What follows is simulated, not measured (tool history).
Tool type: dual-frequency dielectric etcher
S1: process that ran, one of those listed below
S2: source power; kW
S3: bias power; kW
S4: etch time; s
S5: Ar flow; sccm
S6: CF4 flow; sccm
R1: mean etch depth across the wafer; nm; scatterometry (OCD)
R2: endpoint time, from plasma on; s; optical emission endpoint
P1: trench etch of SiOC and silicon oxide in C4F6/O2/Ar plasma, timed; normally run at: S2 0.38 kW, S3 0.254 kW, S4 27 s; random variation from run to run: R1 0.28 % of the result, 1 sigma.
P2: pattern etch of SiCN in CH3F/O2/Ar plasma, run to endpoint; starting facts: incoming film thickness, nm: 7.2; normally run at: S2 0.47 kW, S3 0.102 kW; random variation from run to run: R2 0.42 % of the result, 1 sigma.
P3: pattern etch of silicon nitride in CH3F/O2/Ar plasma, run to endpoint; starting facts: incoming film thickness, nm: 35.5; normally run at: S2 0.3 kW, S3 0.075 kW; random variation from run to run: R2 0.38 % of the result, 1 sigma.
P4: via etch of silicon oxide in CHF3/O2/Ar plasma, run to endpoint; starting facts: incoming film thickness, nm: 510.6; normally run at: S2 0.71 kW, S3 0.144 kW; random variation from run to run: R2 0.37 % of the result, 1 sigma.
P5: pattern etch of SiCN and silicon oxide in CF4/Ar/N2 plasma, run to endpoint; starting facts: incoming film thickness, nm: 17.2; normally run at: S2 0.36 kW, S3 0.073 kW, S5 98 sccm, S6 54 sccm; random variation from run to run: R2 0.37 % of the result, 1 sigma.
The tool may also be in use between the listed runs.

{"run": 1, "hour": 10.5, "S1": "P1", "S2": 0.38, "S3": 0.254, "S4": 27, "R1": 59.313}
{"run": 2, "hour": 18.7, "S1": "P5", "S2": 0.36, "S3": 0.073, "S5": 98, "S6": 54, "R2": 24.313}
{"run": 3, "hour": 31.0, "S1": "P1", "S2": 0.38, "S3": 0.254, "S4": 27, "R1": 59.225}
{"run": 4, "hour": 43.3, "S1": "P2", "S2": 0.59, "S3": 0.102, "R2": 14.576}
{"run": 5, "hour": 53.7, "S1": "P5", "S2": 0.36, "S3": 0.073, "S5": 127, "S6": 54, "R2": 25.165}
{"run": 6, "hour": 65.9, "S1": "P5", "S2": 0.36, "S3": 0.073, "S5": 98, "S6": 43, "R2": 25.053}
{"run": 7, "hour": 75.5, "S1": "P4", "S2": 0.71, "S3": 0.144, "R2": 255.42}
{"run": 8, "hour": 86.5, "S1": "P5", "S2": 0.36, "S3": 0.073, "S5": 98, "S6": 54, "R2": 24.115}
{"run": 9, "hour": 99.5, "S1": "P1", "S2": 0.38, "S3": 0.254, "S4": 38, "R1": 83.913}
{"run": 10, "hour": 114.2, "S1": "P3", "S2": 0.17, "S3": 0.075, "R2": 70.69}
{"run": 11, "hour": 122.5, "S1": "P3", "S2": 0.3, "S3": 0.075, "R2": 56.94}
{"run": 12, "hour": 138.5, "S1": "P1", "S2": 0.38, "S3": 0.254, "S4": 27, "R1": 59.314}
{"run": 13, "hour": 149.7, "S1": "P4", "S2": 0.71, "S3": 0.144, "R2": 255.92}
{"run": 14, "hour": 164.3, "S1": "P1", "S2": 0.49, "S3": 0.254, "S4": 27, "R1": 65.546}
{"run": 15, "hour": 178.5, "S1": "P4", "S2": 0.71, "S3": 0.201, "R2": 229.96}
{"run": 16, "hour": 188.2, "S1": "P1", "S2": 0.38, "S3": 0.193, "S4": 27, "R1": 54.281}
{"hour": 198.6, "done": "bias power generator calibrated"}
{"run": 17, "hour": 202.2, "S1": "P5", "S2": 0.36, "S3": 0.049, "S5": 98, "S6": 54, "R2": 27.727}
{"run": 18, "hour": 214.9, "S1": "P1", "S2": 0.46, "S3": 0.299, "S4": 27, "R1": 67.332}
{"run": 19, "hour": 226.7, "S1": "P1", "S2": 0.38, "S3": 0.254, "S4": 27, "R1": 59.445}
{"run": 20, "hour": 240.4, "S1": "P2", "S2": 0.47, "S3": 0.137, "R2": 14.102}
{"run": 21, "hour": 247.8, "S1": "P1", "S2": 0.38, "S3": 0.312, "S4": 27, "R1": 63.986}
{"run": 22, "hour": 258.8, "S1": "P3", "S2": 0.3, "S3": 0.106, "R2": 50.253}
{"run": 23, "hour": 274.9, "S1": "P1", "S2": 0.26, "S3": 0.254, "S4": 27, "R1": 51.499}
{"run": 24, "hour": 289.3, "S1": "P5", "S2": 0.28, "S3": 0.073, "S5": 98, "S6": 54, "R2": 29.992}
{"run": 25, "hour": 297.1, "S1": "P1", "S2": 0.38, "S3": 0.254, "S4": 27, "R1": 59.407}
{"run": 26, "hour": 311.1, "S1": "P4", "S2": 0.85, "S3": 0.144, "R2": 239.75}
{"run": 27, "hour": 320.1, "S1": "P1", "S2": 0.38, "S3": 0.254, "S4": 27, "R1": 59.558}
{"run": 28, "hour": 330.5, "S1": "P1", "S2": 0.38, "S3": 0.254, "S4": 15, "R1": 33.079}
{"run": 29, "hour": 337.9, "S1": "P2", "S2": 0.47, "S3": 0.102, "R2": 15.75}
{"run": 30, "hour": 348.2, "S1": "P1", "S2": 0.38, "S3": 0.254, "S4": 27, "R1": 59.339}
{"run": 31, "hour": 359.7, "S1": "P1", "S2": 0.38, "S3": 0.254, "S4": 27, "R1": 59.451}
{"run": 32, "hour": 373.7, "S1": "P1", "S2": 0.38, "S3": 0.254, "S4": 27, "R1": 59.157}
{"run": 33, "hour": 385.4, "S1": "P1", "S2": 0.38, "S3": 0.254, "S4": 27, "R1": 59.086}
{"run": 34, "hour": 396.7, "S1": "P1", "S2": 0.38, "S3": 0.254, "S4": 27, "R1": 58.672}
{"hour": 407.0, "done": "wet clean of the chamber"}
{"run": 35, "hour": 410.6, "S1": "P1", "S2": 0.38, "S3": 0.254, "S4": 27, "R1": 58.676}
{"run": 36, "hour": 419.1, "S1": "P1", "S2": 0.38, "S3": 0.254, "S4": 27, "R1": 58.811}
{"run": 37, "hour": 433.5, "S1": "P1", "S2": 0.38, "S3": 0.254, "S4": 27, "R1": 58.795}
{"run": 38, "hour": 443.8, "S1": "P1", "S2": 0.38, "S3": 0.254, "S4": 27, "R1": 58.553}
{"run": 39, "hour": 452.8, "S1": "P1", "S2": 0.38, "S3": 0.254, "S4": 27, "R1": 58.605}
{"run": 40, "hour": 465.5, "S1": "P1", "S2": 0.38, "S3": 0.254, "S4": 27, "R1": 58.435}
{"run": 41, "hour": 479.2, "S1": "P1", "S2": 0.38, "S3": 0.254, "S4": 27, "R1": 58.553}

Compared with where it was, what P1 gives has crept away. Each cause listed below fits the log as well as the rest, at the size given for it:
A: bias power that arrives under what is set, % = 4.43
B: source power that arrives under what is set, % = 3.95
Onset of the creep was near hour 359.7.
Each remaining cause and why it is not a fit:
chamber walls in a state that lowers the etch rate, %: its service at hour 407 followed the start of the drift and did not put the process back to its old value

Below are 4 check runs, each averaged over 2 wafers, with their results shown as question marks. Which of them would give clearly different results depending on which cause is behind the drift?
{"run": "check 1", "hour": 492.9, "S1": "P3", "S2": 0.23, "S3": 0.093, "R2": "?"}
{"run": "check 2", "hour": 492.9, "S1": "P4", "S2": 0.84, "S3": 0.198, "R2": "?"}
{"run": "check 3", "hour": 492.9, "S1": "P2", "S2": 0.47, "S3": 0.121, "R2": "?"}
{"run": "check 4", "hour": 492.9, "S1": "P5", "S2": 0.36, "S3": 0.052, "S5": 98, "S6": 54, "R2": "?"}

What each check would give under each cause:
check=check_1 result=R2 if_A=59.026 if_B=58.906
check=check_2 result=R2 if_A=219.91 if_B=219.98
check=check_3 result=R2 if_A=15.071 if_B=15.031
check=check_4 result=R2 if_A=27.481 if_B=28.055
Minimum pairwise separation of causes per check, each pair taken at its best-separating result: check 1 0.2 %; check 2 0.03 %; check 3 0.27 %; check 4 2.07 %
Only check 4 tells the causes apart: in the others they would give nearly the same result.

After running check 4, the following was obtained: R2 27.976 s. Which cause does this point to?

The cause is B: source power that arrives under what is set, %.

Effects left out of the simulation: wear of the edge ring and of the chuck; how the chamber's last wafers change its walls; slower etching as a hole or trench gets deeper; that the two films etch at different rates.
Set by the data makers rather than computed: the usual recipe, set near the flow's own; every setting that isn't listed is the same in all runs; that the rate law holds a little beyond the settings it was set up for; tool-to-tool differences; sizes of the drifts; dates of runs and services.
